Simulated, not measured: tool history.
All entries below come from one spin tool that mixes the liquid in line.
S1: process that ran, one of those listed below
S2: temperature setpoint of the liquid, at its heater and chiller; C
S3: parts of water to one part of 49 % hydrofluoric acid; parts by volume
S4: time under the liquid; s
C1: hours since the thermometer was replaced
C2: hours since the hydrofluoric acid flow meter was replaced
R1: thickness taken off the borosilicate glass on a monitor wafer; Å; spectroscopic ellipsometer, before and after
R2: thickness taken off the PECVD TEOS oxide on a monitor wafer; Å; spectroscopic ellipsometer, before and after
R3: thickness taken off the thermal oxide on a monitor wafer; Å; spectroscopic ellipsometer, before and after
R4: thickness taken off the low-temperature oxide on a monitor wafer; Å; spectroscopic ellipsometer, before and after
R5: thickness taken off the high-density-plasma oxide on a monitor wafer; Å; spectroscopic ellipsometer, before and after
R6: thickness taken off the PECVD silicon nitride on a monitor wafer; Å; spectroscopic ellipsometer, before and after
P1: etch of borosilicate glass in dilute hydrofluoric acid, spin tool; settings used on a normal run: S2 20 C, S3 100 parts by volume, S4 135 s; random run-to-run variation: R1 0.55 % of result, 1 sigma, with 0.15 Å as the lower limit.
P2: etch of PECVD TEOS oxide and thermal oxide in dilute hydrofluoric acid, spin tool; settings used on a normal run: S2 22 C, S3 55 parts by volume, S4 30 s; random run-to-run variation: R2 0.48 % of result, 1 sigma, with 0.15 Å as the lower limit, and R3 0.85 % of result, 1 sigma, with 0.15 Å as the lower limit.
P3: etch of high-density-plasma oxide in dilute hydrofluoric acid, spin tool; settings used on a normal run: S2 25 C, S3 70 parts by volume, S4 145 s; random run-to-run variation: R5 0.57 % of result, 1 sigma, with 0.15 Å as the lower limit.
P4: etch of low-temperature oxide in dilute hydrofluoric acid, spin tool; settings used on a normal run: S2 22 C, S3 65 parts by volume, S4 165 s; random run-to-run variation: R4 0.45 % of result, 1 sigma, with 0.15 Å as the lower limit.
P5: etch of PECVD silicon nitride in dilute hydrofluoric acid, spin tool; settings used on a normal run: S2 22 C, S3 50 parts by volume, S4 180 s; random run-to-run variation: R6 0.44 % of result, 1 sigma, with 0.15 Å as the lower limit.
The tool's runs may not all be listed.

Run 1, day 0.338: S1 P1, S2 20 C, S3 100 parts by volume, S4 135 s; C1 172.4; C2 1173.1. Result: R1 542.64 Å.
Run 2, day 0.729: S1 P2, S2 22 C, S3 55 parts by volume, S4 30 s; C1 181.8; C2 1182.5. Result: R2 100.02 Å, R3 23.104 Å.
Run 3, day 1.362: S1 P1, S2 20 C, S3 100 parts by volume, S4 135 s; C1 197; C2 1197.7. Result: R1 541.71 Å.
Run 4, day 1.883: S1 P1, S2 17 C, S3 100 parts by volume, S4 135 s; C1 209.5; C2 1210.2. Result: R1 475.13 Å.
Run 5, day 2.375: S1 P4, S2 26 C, S3 65 parts by volume, S4 165 s; C1 221.3; C2 1222. Result: R4 375.42 Å.
Run 6, day 2.817: S1 P1, S2 24 C, S3 100 parts by volume, S4 15 s; C1 231.9; C2 1232.6. Result: R1 70.952 Å.
Run 7, day 3.392: S1 P3, S2 32.5 C, S3 70 parts by volume, S4 145 s; C1 245.7; C2 1246.4. Result: R5 199.47 Å.
Run 8, day 4.075: S1 P1, S2 20 C, S3 100 parts by volume, S4 135 s; C1 262.1; C2 1262.8. Result: R1 542.04 Å.
Run 9, day 4.546: S1 P1, S2 20 C, S3 100 parts by volume, S4 230 s; C1 273.4; C2 1274.1. Result: R1 919.08 Å.
Run 10, day 5.167: S1 P2, S2 22 C, S3 20 parts by volume, S4 30 s; C1 288.3; C2 1289. Result: R2 287.79 Å, R3 67.786 Å.
Run 11, day 5.612: S1 P2, S2 28.5 C, S3 55 parts by volume, S4 30 s; C1 299; C2 1299.7. Result: R2 129.51 Å, R3 30.998 Å.
Run 12, day 6.246: S1 P3, S2 25 C, S3 70 parts by volume, S4 35 s; C1 314.2; C2 1314.9. Result: R5 35.531 Å.
Run 13, day 6.592: S1 P4, S2 22 C, S3 65 parts by volume, S4 165 s; C1 322.5; C2 1323.2. Result: R4 317.66 Å.
Run 14, day 7.004: S1 P5, S2 22 C, S3 50 parts by volume, S4 275 s; C1 332.4; C2 1333.1. Result: R6 261.63 Å.
Run 15, day 7.617: S1 P5, S2 22 C, S3 50 parts by volume, S4 180 s; C1 347.1; C2 1347.8. Result: R6 171.9 Å.
Run 16, day 7.921: S1 P3, S2 25 C, S3 30 parts by volume, S4 145 s; C1 354.4; C2 1355.1. Result: R5 369.92 Å.
Run 17, day 8.488: S1 P1, S2 20 C, S3 150 parts by volume, S4 135 s; C1 368; C2 1368.7. Result: R1 343.75 Å.
Run 18, day 8.796: S1 P1, S2 20 C, S3 100 parts by volume, S4 135 s; C1 375.4; C2 1376.1. Result: R1 542.01 Å.
Run 19, day 9.388: S1 P3, S2 25 C, S3 70 parts by volume, S4 145 s; C1 389.6; C2 1390.3. Result: R5 149.18 Å.
Run 20, day 9.854: S1 P3, S2 25 C, S3 70 parts by volume, S4 145 s; C1 400.8; C2 1401.5. Result: R5 149.6 Å.
Run 21, day 10.308: S1 P1, S2 20 C, S3 100 parts by volume, S4 135 s; C1 411.7; C2 1412.4. Result: R1 538.19 Å.
Run 22, day 10.979: S1 P5, S2 17 C, S3 50 parts by volume, S4 180 s; C1 427.8; C2 1428.5. Result: R6 120.84 Å.
Run 23, day 11.512: S1 P5, S2 22 C, S3 90 parts by volume, S4 180 s; C1 440.6; C2 1441.3. Result: R6 96.392 Å.
Run 24, day 12.15: S1 P1, S2 20 C, S3 100 parts by volume, S4 15 s; C1 455.9; C2 1456.6. Result: R1 60.345 Å.
Run 25, day 12.808: S1 P1, S2 26.5 C, S3 100 parts by volume, S4 135 s; C1 471.7; C2 1472.4. Result: R1 704.65 Å.
Run 26, day 13.242: S1 P4, S2 22 C, S3 20 parts by volume, S4 165 s; C1 482.1; C2 1482.8. Result: R4 1094 Å.
Run 27, day 13.633: S1 P1, S2 20 C, S3 40 parts by volume, S4 135 s; C1 491.5; C2 1492.2. Result: R1 1445.8 Å.
Run 28, day 14.033: S1 P4, S2 22 C, S3 65 parts by volume, S4 320 s; C1 501.1; C2 1501.8. Result: R4 617.66 Å.
Run 29, day 14.512: S1 P1, S2 20 C, S3 100 parts by volume, S4 135 s; C1 512.6; C2 1513.3. Result: R1 542.52 Å.
Run 30, day 15.183: S1 P2, S2 22 C, S3 55 parts by volume, S4 15 s; C1 528.7; C2 1529.4. Result: R2 50.38 Å, R3 11.912 Å.
Run 31, day 15.875: S1 P5, S2 22 C, S3 50 parts by volume, S4 180 s; C1 545.3; C2 1546. Result: R6 172.71 Å.
Run 32, day 16.212: S1 P1, S2 20 C, S3 100 parts by volume, S4 135 s; C1 553.4; C2 1554.1. Result: R1 540.62 Å.
Run 33, day 16.746: S1 P1, S2 20 C, S3 100 parts by volume, S4 135 s; C1 566.2; C2 1566.9. Result: R1 529.04 Å.
Run 34, day 17.392: S1 P1, S2 20 C, S3 100 parts by volume, S4 135 s; C1 581.7; C2 1582.4. Result: R1 517.97 Å.
Run 35, day 17.788: S1 P1, S2 20 C, S3 100 parts by volume, S4 135 s; C1 591.2; C2 1591.9. Result: R1 521.34 Å.
Run 36, day 18.258: S1 P1, S2 20 C, S3 100 parts by volume, S4 135 s; C1 602.5; C2 1603.2. Result: R1 514.62 Å.
Run 37, day 18.696: S1 P1, S2 20 C, S3 100 parts by volume, S4 135 s; C1 613; C2 1613.7. Result: R1 512.47 Å.
Run 38, day 19.292: S1 P1, S2 20 C, S3 100 parts by volume, S4 135 s; C1 627.3; C2 1628. Result: R1 511.35 Å.
Run 39, day 19.675: S1 P1, S2 20 C, S3 100 parts by volume, S4 135 s; C1 636.5; C2 1637.2. Result: R1 506.27 Å.
Run 40, day 20.083: S1 P1, S2 20 C, S3 100 parts by volume, S4 135 s; C1 646.3; C2 1647. Result: R1 510.76 Å.
Run 41, day 20.525: S1 P1, S2 20 C, S3 100 parts by volume, S4 135 s; C1 656.9; C2 1657.6. Result: R1 513.49 Å.
Run 42, day 21.079: S1 P1, S2 20 C, S3 100 parts by volume, S4 135 s; C1 670.2; C2 1670.9. Result: R1 509.41 Å.
Run 43, day 21.754: S1 P1, S2 20 C, S3 100 parts by volume, S4 135 s; C1 686.4; C2 1687.1. Result: R1 507.69 Å.

The output of P1 has drifted from where it used to be. Each of the 2 causes below, taken at the size shown beside it, accounts for the log equally well:
A: liquid colder than its thermometer reads (K) = 1.53
B: hydrofluoric acid flow below the setpoint (%) = 5.5
At approximately day 16.212, the process output began to creep.

Which of the 4 check runs listed below separates the causes, so that each cause would produce a clearly different result? Each run uses one wafer, and its results are marked with question marks.
Run check 1, day 22.429: S1 P2, S2 28.5 C, S3 30 parts by volume, S4 30 s. Result: R2 ?, R3 ?.
Run check 2, day 22.429: S1 P5, S2 17 C, S3 50 parts by volume, S4 180 s. Result: R6 ?.
Run check 3, day 22.429: S1 P4, S2 22 C, S3 35 parts by volume, S4 165 s. Result: R4 ?.
Run check 4, day 22.429: S1 P3, S2 30 C, S3 70 parts by volume, S4 145 s. Result: R5 ?.

What every check run would give for each of its results, assuming each possible cause in turn:
  check  result    if A    if B
check 1      R2  232.91  233.59
check 1      R3  55.006  55.167
check 2      R6  108.75  114.84
check 3      R4  574.17  577.52
check 4      R5  171.09  170.53
Per-check spread between the two closest causes, in the result where they differ most: check 1 0.29 %; check 2 5.46 %; check 3 0.58 %; check 4 0.32 %
Of the check runs offered, only check 2 discriminates between the causes; the rest would read about the same regardless of which cause applies.

Check 2 was then run and gave: R6 114.86 Å. Which cause is it?

Of the candidate causes, it is B: hydrofluoric acid flow below the setpoint (%).

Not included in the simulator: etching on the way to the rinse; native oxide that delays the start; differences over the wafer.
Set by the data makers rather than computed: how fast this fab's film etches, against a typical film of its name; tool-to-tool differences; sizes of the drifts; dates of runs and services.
